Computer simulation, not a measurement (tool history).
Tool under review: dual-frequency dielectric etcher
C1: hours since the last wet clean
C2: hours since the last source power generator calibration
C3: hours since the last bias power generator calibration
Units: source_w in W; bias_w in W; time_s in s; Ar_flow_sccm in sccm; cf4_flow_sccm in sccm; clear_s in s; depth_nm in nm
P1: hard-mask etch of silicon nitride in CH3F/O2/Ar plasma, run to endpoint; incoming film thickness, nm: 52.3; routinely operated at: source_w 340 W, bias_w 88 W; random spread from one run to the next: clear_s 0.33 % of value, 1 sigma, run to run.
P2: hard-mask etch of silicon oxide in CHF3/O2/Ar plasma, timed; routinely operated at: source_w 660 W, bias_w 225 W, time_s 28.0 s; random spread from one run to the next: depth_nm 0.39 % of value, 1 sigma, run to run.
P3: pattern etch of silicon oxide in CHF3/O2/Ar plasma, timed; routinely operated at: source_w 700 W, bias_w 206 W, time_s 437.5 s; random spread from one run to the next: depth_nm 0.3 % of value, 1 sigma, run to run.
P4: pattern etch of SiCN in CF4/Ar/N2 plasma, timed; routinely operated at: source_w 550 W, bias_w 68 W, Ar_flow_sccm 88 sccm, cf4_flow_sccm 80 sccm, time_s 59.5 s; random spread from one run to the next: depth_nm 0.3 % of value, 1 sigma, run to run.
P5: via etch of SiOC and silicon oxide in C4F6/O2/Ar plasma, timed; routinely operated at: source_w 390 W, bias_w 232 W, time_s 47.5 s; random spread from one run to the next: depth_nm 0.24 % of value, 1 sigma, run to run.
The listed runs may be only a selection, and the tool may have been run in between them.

Run 1, hour 8.5: process P1, source_w 340 W, bias_w 88 W; C1 224.2; C2 1059.3; C3 1546.3. Result: clear_s 77.471 s.
Run 2, hour 24.1: process P1, source_w 340 W, bias_w 88 W; C1 239.8; C2 1074.9; C3 1561.9. Result: clear_s 77.148 s.
Run 3, hour 38.0: process P3, source_w 940 W, bias_w 206 W, time_s 437.5 s; C1 253.7; C2 1088.8; C3 1575.8. Result: depth_nm 1064.400 nm.
Run 4, hour 54.0: process P2, source_w 660 W, bias_w 225 W, time_s 28.0 s; C1 269.7; C2 1104.8; C3 1591.8. Result: depth_nm 61.833 nm.
Run 5, hour 67.4: process P1, source_w 230 W, bias_w 105 W; C1 283.1; C2 1118.2; C3 1605.2. Result: clear_s 83.445 s.
Run 6, hour 82.0: process P1, source_w 340 W, bias_w 88 W; C1 297.7; C2 1132.8; C3 1619.8. Result: clear_s 76.868 s.
Run 7, hour 94.5: process P3, source_w 700 W, bias_w 206 W, time_s 437.5 s; C1 310.2; C2 1145.3; C3 1632.3. Result: depth_nm 948.720 nm.
Run 8, hour 103.5: process P3, source_w 700 W, bias_w 206 W, time_s 560.0 s; C1 319.2; C2 1154.3; C3 1641.3. Result: depth_nm 1220.500 nm.
Run 9, hour 111.3: process P1, source_w 340 W, bias_w 108 W; C1 327.0; C2 1162.1; C3 1649.1. Result: clear_s 71.725 s.
Run 10, hour 122.8: process P2, source_w 660 W, bias_w 225 W, time_s 28.0 s; C1 338.5; C2 1173.6; C3 1660.6. Result: depth_nm 61.581 nm.
Run 11, hour 133.3: process P3, source_w 700 W, bias_w 206 W, time_s 437.5 s; C1 349.0; C2 1184.1; C3 1671.1. Result: depth_nm 950.010 nm.
Run 12, hour 148.2: process P5, source_w 390 W, bias_w 232 W, time_s 37.0 s; C1 363.9; C2 1199.0; C3 1686.0. Result: depth_nm 45.010 nm.
Run 13, hour 159.0: process P4, source_w 550 W, bias_w 54 W, time_s 59.5 s, Ar_flow_sccm 88 sccm, cf4_flow_sccm 80 sccm; C1 374.7; C2 1209.8; C3 1696.8. Result: depth_nm 55.890 nm.
Run 14, hour 171.8: process P5, source_w 470 W, bias_w 232 W, time_s 47.5 s; C1 387.5; C2 1222.6; C3 1709.6. Result: depth_nm 61.918 nm.
Run 15, hour 185.6: process P1, source_w 280 W, bias_w 54 W; C1 401.3; C2 1236.4; C3 1723.4. Result: clear_s 98.999 s.
Run 16, hour 193.3: process P3, source_w 700 W, bias_w 286 W, time_s 437.5 s; C1 409.0; C2 1244.1; C3 1731.1. Result: depth_nm 1070.300 nm.
Run 17, hour 204.2: process P1, source_w 400 W, bias_w 63 W; C1 419.9; C2 1255.0; C3 1742.0. Result: clear_s 81.518 s.
Run 18, hour 218.9: process P5, source_w 390 W, bias_w 159 W, time_s 47.5 s; C1 434.6; C2 1269.7; C3 1756.7. Result: depth_nm 50.926 nm.
Run 19, hour 229.0: process P2, source_w 450 W, bias_w 225 W, time_s 28.0 s; C1 444.7; C2 1279.8; C3 1766.8. Result: depth_nm 53.291 nm.
Run 20, hour 244.0: process P5, source_w 390 W, bias_w 232 W, time_s 47.5 s; C1 459.7; C2 1294.8; C3 1781.8. Result: depth_nm 57.459 nm.
Run 21, hour 258.0: process P1, source_w 450 W, bias_w 88 W; C1 473.7; C2 1308.8; C3 1795.8. Result: clear_s 69.581 s.
Run 22, hour 269.1: process P2, source_w 660 W, bias_w 132 W, time_s 28.0 s; C1 484.8; C2 1319.9; C3 1806.9. Result: depth_nm 51.736 nm.
Run 23, hour 285.8: process P1, source_w 340 W, bias_w 88 W; C1 501.5; C2 1336.6; C3 1823.6. Result: clear_s 76.971 s.
Run 24, hour 303.2: process P1, source_w 260 W, bias_w 88 W; C1 518.9; C2 1354.0; C3 1841.0. Result: clear_s 86.050 s.
Run 25, hour 319.8: process P1, source_w 340 W, bias_w 88 W; C1 535.5; C2 1370.6; C3 1857.6. Result: clear_s 77.309 s.
Run 26, hour 330.1: process P4, source_w 770 W, bias_w 68 W, time_s 59.5 s, Ar_flow_sccm 88 sccm, cf4_flow_sccm 80 sccm; C1 545.8; C2 1380.9; C3 1867.9. Result: depth_nm 81.011 nm.
Run 27, hour 344.4: process P2, source_w 660 W, bias_w 225 W, time_s 17.0 s; C1 560.1; C2 1395.2; C3 1882.2. Result: depth_nm 37.466 nm.
Run 28, hour 353.7: process P1, source_w 340 W, bias_w 88 W; C1 569.4; C2 1404.5; C3 1891.5. Result: clear_s 77.188 s.
Run 29, hour 365.0: process P4, source_w 550 W, bias_w 68 W, time_s 32.5 s, Ar_flow_sccm 88 sccm, cf4_flow_sccm 80 sccm; C1 580.7; C2 1415.8; C3 1902.8. Result: depth_nm 32.827 nm.
Run 30, hour 375.3: process P1, source_w 340 W, bias_w 55 W; C1 591.0; C2 1426.1; C3 1913.1. Result: clear_s 91.426 s.
Run 31, hour 390.2: process P4, source_w 550 W, bias_w 68 W, time_s 59.5 s, Ar_flow_sccm 88 sccm, cf4_flow_sccm 80 sccm; C1 605.9; C2 1441.0; C3 1928.0. Result: depth_nm 59.791 nm.
Run 32, hour 399.9: process P4, source_w 550 W, bias_w 68 W, time_s 59.5 s, Ar_flow_sccm 88 sccm, cf4_flow_sccm 53 sccm; C1 615.6; C2 1450.7; C3 1937.7. Result: depth_nm 56.210 nm.
Run 33, hour 415.7: process P4, source_w 550 W, bias_w 68 W, time_s 59.5 s, Ar_flow_sccm 66 sccm, cf4_flow_sccm 80 sccm; C1 631.4; C2 1466.5; C3 1953.5. Result: depth_nm 61.951 nm.
Run 34, hour 431.4: process P1, source_w 340 W, bias_w 88 W; C1 647.1; C2 1482.2; C3 1969.2. Result: clear_s 76.763 s.
Run 35, hour 442.4: process P1, source_w 340 W, bias_w 88 W; C1 658.1; C2 1493.2; C3 1980.2. Result: clear_s 77.346 s.
Run 36, hour 459.8: process P1, source_w 340 W, bias_w 88 W; C1 675.5; C2 1510.6; C3 1997.6. Result: clear_s 78.122 s.
Run 37, hour 470.4: process P1, source_w 340 W, bias_w 88 W; C1 686.1; C2 1521.2; C3 2008.2. Result: clear_s 78.191 s.
Run 38, hour 478.3: process P1, source_w 340 W, bias_w 88 W; C1 694.0; C2 1529.1; C3 2016.1. Result: clear_s 78.574 s.
Run 39, hour 494.1: process P1, source_w 340 W, bias_w 88 W; C1 709.8; C2 1544.9; C3 2031.9. Result: clear_s 78.280 s.
At hour 500.8: wet clean of the chamber.
Run 40, hour 502.4: process P1, source_w 340 W, bias_w 88 W; C1 1.7; C2 1553.2; C3 2040.2. Result: clear_s 78.888 s.
Run 41, hour 513.8: process P1, source_w 340 W, bias_w 88 W; C1 13.1; C2 1564.6; C3 2051.6. Result: clear_s 78.581 s.
Run 42, hour 521.3: process P1, source_w 340 W, bias_w 88 W; C1 20.6; C2 1572.1; C3 2059.1. Result: clear_s 78.457 s.
Run 43, hour 530.1: process P1, source_w 340 W, bias_w 88 W; C1 29.4; C2 1580.9; C3 2067.9. Result: clear_s 78.473 s.
Run 44, hour 544.4: process P1, source_w 340 W, bias_w 88 W; C1 43.7; C2 1595.2; C3 2082.2. Result: clear_s 78.815 s.

P1 no longer gives what it gave before; its output has crept away from where it was. The following 2 causes, each at its listed size, fit the log equally well:
A: bias power that arrives under what is set, % = 4.43
B: source power that arrives under what is set, % = 4.28
The process output started creeping at around hour 431.4.
Each remaining cause and why it is not a fit:
chamber walls in a state that lowers the etch rate, %: serviced at hour 500.8, after the change had begun; the process did not return to its earlier output

Below are 4 check runs, each on a single wafer, with their results shown as question marks. Which of them would tell the listed causes apart, meaning the causes would give clearly different results under it?
Run check 1, hour 558.7: process P3, source_w 700 W, bias_w 206 W, time_s 437.5 s. Result: depth_nm ?.
Run check 2, hour 558.7: process P2, source_w 660 W, bias_w 225 W, time_s 28.0 s. Result: depth_nm ?.
Run check 3, hour 558.7: process P5, source_w 390 W, bias_w 232 W, time_s 47.5 s. Result: depth_nm ?.
Run check 4, hour 558.7: process P4, source_w 550 W, bias_w 68 W, time_s 59.5 s, Ar_flow_sccm 88 sccm, cf4_flow_sccm 80 sccm. Result: depth_nm ?.

Expected result of each check under each candidate cause:
  check    result     if A     if B
check 1  depth_nm  936.480  935.330
check 2  depth_nm   60.591   60.542
check 3  depth_nm   56.665   56.586
check 4  depth_nm   59.052   57.644
Minimum pairwise separation of causes per check, each pair taken at its best-separating result: check 1 0.12 %; check 2 0.08 %; check 3 0.14 %; check 4 2.41 %
The causes can be told apart only by check 4. The other checks would give nearly the same results under each of them.

Check 4 was carried out, with these results: depth_nm 57.699 nm. Which of the listed causes is responsible?

The correct cause is B, namely: source power that arrives under what is set, %.
